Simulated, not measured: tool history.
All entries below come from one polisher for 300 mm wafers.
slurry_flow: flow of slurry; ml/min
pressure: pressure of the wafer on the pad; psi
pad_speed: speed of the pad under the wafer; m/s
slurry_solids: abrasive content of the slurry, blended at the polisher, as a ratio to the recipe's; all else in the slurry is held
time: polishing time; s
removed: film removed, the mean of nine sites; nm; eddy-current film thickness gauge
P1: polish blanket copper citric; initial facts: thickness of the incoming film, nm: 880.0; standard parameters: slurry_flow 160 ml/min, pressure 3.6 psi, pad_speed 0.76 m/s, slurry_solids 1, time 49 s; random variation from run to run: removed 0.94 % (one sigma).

Run 1, hour 11.9: slurry_flow 160 ml/min, pressure 3.6 psi, pad_speed 0.76 m/s, slurry_solids 1, time 49 s. Result: removed 120.56 nm.
Run 2, hour 22.7: slurry_flow 160 ml/min, pressure 3.6 psi, pad_speed 0.76 m/s, slurry_solids 1, time 71 s. Result: removed 180.35 nm.
Run 3, hour 31.8: slurry_flow 160 ml/min, pressure 3.6 psi, pad_speed 0.52 m/s, slurry_solids 1, time 32 s. Result: removed 55.142 nm.
Run 4, hour 40.6: slurry_flow 160 ml/min, pressure 3.6 psi, pad_speed 0.76 m/s, slurry_solids 0.7, time 49 s. Result: removed 114.98 nm.
Run 5, hour 47.7: slurry_flow 160 ml/min, pressure 3.6 psi, pad_speed 0.76 m/s, slurry_solids 1, time 49 s. Result: removed 123.19 nm.
At hour 49.8: head pressure recalibrated.
Run 6, hour 60: slurry_flow 160 ml/min, pressure 3.6 psi, pad_speed 0.76 m/s, slurry_solids 1, time 49 s. Result: removed 121.73 nm.
Run 7, hour 73.1: slurry_flow 160 ml/min, pressure 3.6 psi, pad_speed 0.38 m/s, slurry_solids 1, time 49 s. Result: removed 63.668 nm.
Run 8, hour 85.9: slurry_flow 220 ml/min, pressure 3.6 psi, pad_speed 0.76 m/s, slurry_solids 1, time 49 s. Result: removed 128.53 nm.
Run 9, hour 92.9: slurry_flow 160 ml/min, pressure 4.7 psi, pad_speed 0.76 m/s, slurry_solids 1, time 49 s. Result: removed 159.58 nm.
Run 10, hour 101.9: slurry_flow 160 ml/min, pressure 3.6 psi, pad_speed 0.76 m/s, slurry_solids 1.3, time 49 s. Result: removed 129.11 nm.
Run 11, hour 113.4: slurry_flow 160 ml/min, pressure 3.6 psi, pad_speed 0.76 m/s, slurry_solids 1, time 49 s. Result: removed 123.95 nm.
Run 12, hour 126.2: slurry_flow 215 ml/min, pressure 3.6 psi, pad_speed 1.06 m/s, slurry_solids 1, time 49 s. Result: removed 175.92 nm.
Run 13, hour 139.3: slurry_flow 160 ml/min, pressure 3.6 psi, pad_speed 0.76 m/s, slurry_solids 1, time 22 s. Result: removed 55.313 nm.
Run 14, hour 153.1: slurry_flow 160 ml/min, pressure 3.6 psi, pad_speed 0.76 m/s, slurry_solids 1, time 49 s. Result: removed 122.99 nm.
Run 15, hour 167.1: slurry_flow 95 ml/min, pressure 3.6 psi, pad_speed 0.76 m/s, slurry_solids 1, time 49 s. Result: removed 109.16 nm.
Run 16, hour 179.8: slurry_flow 160 ml/min, pressure 3.6 psi, pad_speed 1.1 m/s, slurry_solids 1, time 49 s. Result: removed 173.73 nm.
Run 17, hour 190.4: slurry_flow 160 ml/min, pressure 2 psi, pad_speed 0.76 m/s, slurry_solids 1, time 49 s. Result: removed 68.534 nm.
Run 18, hour 199.6: slurry_flow 160 ml/min, pressure 3.6 psi, pad_speed 0.76 m/s, slurry_solids 1, time 49 s. Result: removed 123.79 nm.
Run 19, hour 207.2: slurry_flow 160 ml/min, pressure 3.6 psi, pad_speed 0.76 m/s, slurry_solids 1, time 49 s. Result: removed 123.07 nm.
Run 20, hour 218.3: slurry_flow 160 ml/min, pressure 3.6 psi, pad_speed 0.76 m/s, slurry_solids 1, time 49 s. Result: removed 122.56 nm.
Run 21, hour 225.1: slurry_flow 160 ml/min, pressure 3.6 psi, pad_speed 0.76 m/s, slurry_solids 1, time 49 s. Result: removed 119.11 nm.
Run 22, hour 236.3: slurry_flow 160 ml/min, pressure 3.6 psi, pad_speed 0.76 m/s, slurry_solids 1, time 49 s. Result: removed 116.48 nm.
Run 23, hour 246.2: slurry_flow 160 ml/min, pressure 3.6 psi, pad_speed 0.76 m/s, slurry_solids 1, time 49 s. Result: removed 113.74 nm.
Run 24, hour 259.9: slurry_flow 160 ml/min, pressure 3.6 psi, pad_speed 0.76 m/s, slurry_solids 1, time 49 s. Result: removed 113.98 nm.
At hour 262.3: worn pad replaced by a new one.
At hour 269.7: slurry blender recalibrated.
Run 25, hour 273.8: slurry_flow 160 ml/min, pressure 3.6 psi, pad_speed 0.76 m/s, slurry_solids 1, time 49 s. Result: removed 110.36 nm.
Run 26, hour 285: slurry_flow 160 ml/min, pressure 3.6 psi, pad_speed 0.76 m/s, slurry_solids 1, time 49 s. Result: removed 111.57 nm.
Run 27, hour 293: slurry_flow 160 ml/min, pressure 3.6 psi, pad_speed 0.76 m/s, slurry_solids 1, time 49 s. Result: removed 112.7 nm.

What P1 gives has crept off from where it sat before. The 2 causes that follow fit the log equally well, each at the size noted:
A: slurry flow missing at the pad, % = 36.9
B: head's pressure below its setpoint, % = 9.22
The onset of the drift is placed at about hour 218.3.
Excluded causes, each with its reason:
removal rate lost through wear of the pad, %: serviced after onset, at hour 262.3, with no recovery of the prior output
abrasive missing from the slurry, %: serviced after onset, at hour 269.7, with no recovery of the prior output

Below are 4 check runs, each averaged over 5 wafers, with their results shown as question marks. Which of them would give clearly different results depending on which cause is behind the drift?
Run check 1, hour 301: slurry_flow 160 ml/min, pressure 3.6 psi, pad_speed 0.76 m/s, slurry_solids 1.25, time 49 s. Result: removed ?.
Run check 2, hour 301: slurry_flow 115 ml/min, pressure 3.6 psi, pad_speed 0.76 m/s, slurry_solids 1, time 49 s. Result: removed ?.
Run check 3, hour 301: slurry_flow 160 ml/min, pressure 2.2 psi, pad_speed 0.76 m/s, slurry_solids 1, time 66 s. Result: removed ?.
Run check 4, hour 301: slurry_flow 160 ml/min, pressure 3.6 psi, pad_speed 0.6 m/s, slurry_solids 1, time 27 s. Result: removed ?.

If the cause were each of the candidates in turn, the checks would give the following:
  check   result    if A    if B
check 1  removed  116.71  116.72
check 2  removed  101.07  104.36
check 3  removed  93.057  93.217
check 4  removed  48.709  48.747
Per-check spread between the two closest causes, in the result where they differ most: check 1 0.01 %; check 2 3.21 %; check 3 0.17 %; check 4 0.08 %
The causes can be told apart only by check 2. The other checks would give nearly the same results under each of them.

Check 2 was then run and gave: removed 100.87 nm. Which cause is it?

The correct cause is A, namely: slurry flow missing at the pad, %.
